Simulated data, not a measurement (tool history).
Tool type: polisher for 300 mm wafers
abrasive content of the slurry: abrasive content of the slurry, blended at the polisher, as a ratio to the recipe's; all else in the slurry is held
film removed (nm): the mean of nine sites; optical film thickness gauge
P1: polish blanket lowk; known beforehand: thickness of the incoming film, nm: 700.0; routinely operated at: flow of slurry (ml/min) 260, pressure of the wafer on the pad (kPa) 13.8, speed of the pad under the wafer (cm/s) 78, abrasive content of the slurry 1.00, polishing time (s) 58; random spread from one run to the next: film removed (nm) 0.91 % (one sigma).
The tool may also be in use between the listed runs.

run,hour,flow of slurry (ml/min),pressure of the wafer on the pad (kPa),speed of the pad under the wafer (cm/s),abrasive content of the slurry,polishing time (s),wafers polished on this pad,hours since the slurry nozzle was cleaned,hours since the head pressure was calibrated,hours since the slurry blender was calibrated,hours since the conditioning disc was replaced,film removed (nm)
1,10.6,260,13.8,78,1.00,58,295,130.7,202.2,84.0,191.9,22.055
2,16.9,260,13.8,98,1.35,58,371,137.0,208.5,90.3,198.2,29.699
3,28.7,260,13.8,104,1.40,58,512,148.8,220.3,102.1,210.0,31.400
4,35.5,260,13.8,78,1.35,58,594,155.6,227.1,108.9,216.8,24.634
5,46.0,260,13.8,78,1.00,86,720,166.1,237.6,119.4,227.3,32.079
6,53.4,260,13.8,36,1.00,58,808,173.5,245.0,126.8,234.7,11.749
7,63.4,260,13.8,118,1.00,58,928,183.5,255.0,136.8,244.7,30.604
8,72.4,260,13.8,78,1.00,58,1036,192.5,264.0,145.8,253.7,21.781
9,78.5,260,13.8,78,1.00,58,1110,198.6,270.1,151.9,259.8,21.577
10,85.8,400,13.8,78,1.00,58,1197,205.9,277.4,159.2,267.1,22.342
11,96.1,155,13.8,78,1.00,58,1321,216.2,287.7,169.5,277.4,20.171
12,104.6,260,13.8,78,0.50,58,1423,224.7,296.2,178.0,285.9,14.998
13,110.5,260,13.8,78,1.00,58,1493,230.6,302.1,183.9,291.8,21.701
14,121.9,260,13.8,78,1.00,43,1630,242.0,313.5,195.3,303.2,16.314
15,127.9,260,13.8,78,1.00,58,1702,248.0,319.5,201.3,309.2,21.609
16,138.7,260,13.8,78,1.00,58,1832,258.8,330.3,212.1,320.0,21.935
17,144.5,260,8.3,78,1.00,58,1901,264.6,336.1,217.9,325.8,13.065
18,155.3,260,13.8,108,0.75,58,2031,275.4,346.9,228.7,336.6,24.727
19,163.1,260,18.6,78,1.00,58,2124,283.2,354.7,236.5,344.4,29.347
20,169.7,260,13.8,78,1.00,58,2204,289.8,361.3,243.1,351.0,21.982
21,178.7,260,13.8,78,1.00,58,2312,298.8,370.3,252.1,360.0,21.192
22,190.6,260,13.8,78,1.00,58,2454,310.7,382.2,264.0,371.9,20.376
23,199.2,260,13.8,78,1.00,58,2557,319.3,390.8,272.6,380.5,20.191
# hour 200.0: conditioning disc replaced and pad reconditioned
24,207.7,260,13.8,78,1.00,58,2659,327.8,399.3,281.1,7.7,19.982
25,214.0,260,13.8,78,1.00,58,2735,334.1,405.6,287.4,14.0,19.849
26,222.6,260,13.8,78,1.00,58,2838,342.7,414.2,296.0,22.6,19.854
# hour 224.5: slurry nozzle cleaned
# hour 225.1: worn pad replaced by a new one
27,229.7,260,13.8,78,1.00,58,55,5.2,421.3,303.1,29.7,19.535
28,238.5,260,13.8,78,1.00,58,161,14.0,430.1,311.9,38.5,19.613
29,249.2,260,13.8,78,1.00,58,289,24.7,440.8,322.6,49.2,19.552

What P1 gives has crept away from where it was. These 2 causes fit the log equally well, each at the size given:
A: head's pressure below its setpoint, % = 9.77
B: abrasive missing from the slurry, % = 19.2
Onset of the creep was near hour 169.7.
Each remaining cause and why it is not a fit:
removal rate lost through wear of the pad, %: serviced at hour 225.1, which brought nothing back
slurry flow missing at the pad, %: serviced at hour 224.5, which brought nothing back
time polished since the conditioner stopped cutting, s: serviced at hour 200.0, which brought nothing back

Each of the check runs listed below is run on 5 wafers and reports their average, with the results left as question marks. Pick the one under which the possible causes would lead to clearly different results.
check 1,259.9,260,13.8,54,1.00,86,,,,,,?
check 2,259.9,390,13.8,78,1.00,58,,,,,,?
check 3,259.9,260,13.8,78,0.55,58,,,,,,?
check 4,259.9,380,13.8,116,1.00,58,,,,,,?

Check results expected under each cause:
check,result,if A,if B
check 1,film removed (nm),21.740,21.745
check 2,film removed (nm),20.366,20.371
check 3,film removed (nm),14.343,13.905
check 4,film removed (nm),27.926,27.932
Gap, in per cent, between the two causes that each check separates least, read from the result that separates them most: check 1 0.02 %; check 2 0.02 %; check 3 3.1 %; check 4 0.02 %
Check 3 tells the causes apart: in the others they would give nearly the same result.

Check 3 was carried out, with these results: film removed (nm) 13.954. Which of the listed causes is responsible?

It is B: abrasive missing from the slurry, %.
